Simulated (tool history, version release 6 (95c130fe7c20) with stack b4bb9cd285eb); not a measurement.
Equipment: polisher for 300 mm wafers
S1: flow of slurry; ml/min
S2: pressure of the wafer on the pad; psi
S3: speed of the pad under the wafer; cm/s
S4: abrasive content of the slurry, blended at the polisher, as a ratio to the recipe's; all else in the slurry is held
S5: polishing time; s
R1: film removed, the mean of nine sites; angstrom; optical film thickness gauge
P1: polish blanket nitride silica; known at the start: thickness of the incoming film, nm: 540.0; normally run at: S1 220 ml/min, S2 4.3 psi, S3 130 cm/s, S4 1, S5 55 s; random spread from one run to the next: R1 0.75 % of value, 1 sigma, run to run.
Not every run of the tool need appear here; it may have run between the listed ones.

run   hour   S1   S2   S3    S4  S5      R1
  1    6.7  220  4.3  130     1  55  555.54
  2   12.9  130  4.3  130     1  55  511.18
  3   18.8  220  4.3  130     1  55  557.13
  4   23.4  220  4.3   58     1  55  289.88
  5   32.6  220  4.3  130     1  55  557.15
  6   36.6  220  2.9  130     1  55  370.29
  7   43.6  220  4.3  130     1  55  556.66
  8   52.2  145  2.3  130     1  55  279.85
  9   58.2  220  4.3  130   1.4  55   635.4
 10   65.8  220  4.3  130     1  25  248.98
 11   74.7  220  4.3  130     1  55  562.33
 12   81.1  220  4.3  130   0.5  55  373.49
 13   88.2  220  4.3   62  0.75  55  267.95
      95.3  -- conditioning disc replaced and pad reconditioned
 14   97.2  170  4.3   62     1  55  296.86
       103  -- head pressure recalibrated
 15  106.3  220  4.3  130     1  72  720.94
 16    111  220  6.4  130     1  55  824.74
 17  118.3  340  4.3  130     1  55  572.05
 18  127.4  220  4.3  198     1  55  778.39

Run 19 comes next. What will it give?
 19   134  220  4.3  130   1  55   ?

Run 19 produced R1 550.21 angstrom.
